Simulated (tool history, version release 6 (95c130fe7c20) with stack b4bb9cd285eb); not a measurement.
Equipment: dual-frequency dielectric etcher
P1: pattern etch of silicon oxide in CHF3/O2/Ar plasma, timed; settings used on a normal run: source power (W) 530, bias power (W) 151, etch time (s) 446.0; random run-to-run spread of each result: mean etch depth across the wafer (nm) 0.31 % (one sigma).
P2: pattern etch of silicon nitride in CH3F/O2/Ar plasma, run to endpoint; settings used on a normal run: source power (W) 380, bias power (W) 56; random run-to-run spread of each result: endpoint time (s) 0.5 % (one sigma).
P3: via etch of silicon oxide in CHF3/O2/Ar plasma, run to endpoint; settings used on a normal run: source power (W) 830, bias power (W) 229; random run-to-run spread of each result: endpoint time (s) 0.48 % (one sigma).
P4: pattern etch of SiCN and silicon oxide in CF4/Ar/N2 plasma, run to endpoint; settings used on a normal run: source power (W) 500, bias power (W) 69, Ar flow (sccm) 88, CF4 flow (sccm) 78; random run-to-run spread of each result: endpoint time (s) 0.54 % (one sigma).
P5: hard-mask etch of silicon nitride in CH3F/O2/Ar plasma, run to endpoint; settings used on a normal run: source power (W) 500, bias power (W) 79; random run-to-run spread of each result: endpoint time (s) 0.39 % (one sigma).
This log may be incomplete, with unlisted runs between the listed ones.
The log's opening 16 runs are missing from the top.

run,hour,process that ran,source power (W),bias power (W),etch time (s),Ar flow (sccm),CF4 flow (sccm),hours since the last wet clean,hours since the last source power generator calibration,hours since the last bias power generator calibration,mean etch depth across the wafer (nm),endpoint time (s)
# hour 216.1: bias power generator calibrated
17,219.3,P1,530,104,446.0,,,305.5,168.8,3.3,729.86,
18,234.2,P4,500,69,,88,61,320.4,183.7,18.2,,12.7310
19,241.8,P1,710,151,446.0,,,328.0,191.3,25.8,920.47,
20,256.3,P4,500,49,,88,78,342.5,205.8,40.3,,13.5450
21,272.4,P4,500,69,,88,78,358.6,221.9,56.4,,12.1110
22,284.6,P4,500,69,,88,78,370.8,234.1,68.6,,12.1430
23,301.0,P3,520,229,,,,387.2,250.5,85.0,,200.1200
24,315.2,P2,380,73,,,,401.4,264.7,99.2,,40.5040
25,331.3,P1,530,151,446.0,,,417.5,280.8,115.3,819.21,

What does the tool deliver on the next run?
26,345.6,P2,540,56,,,,431.8,295.1,129.6,,?

endpoint time (s): 38.5540
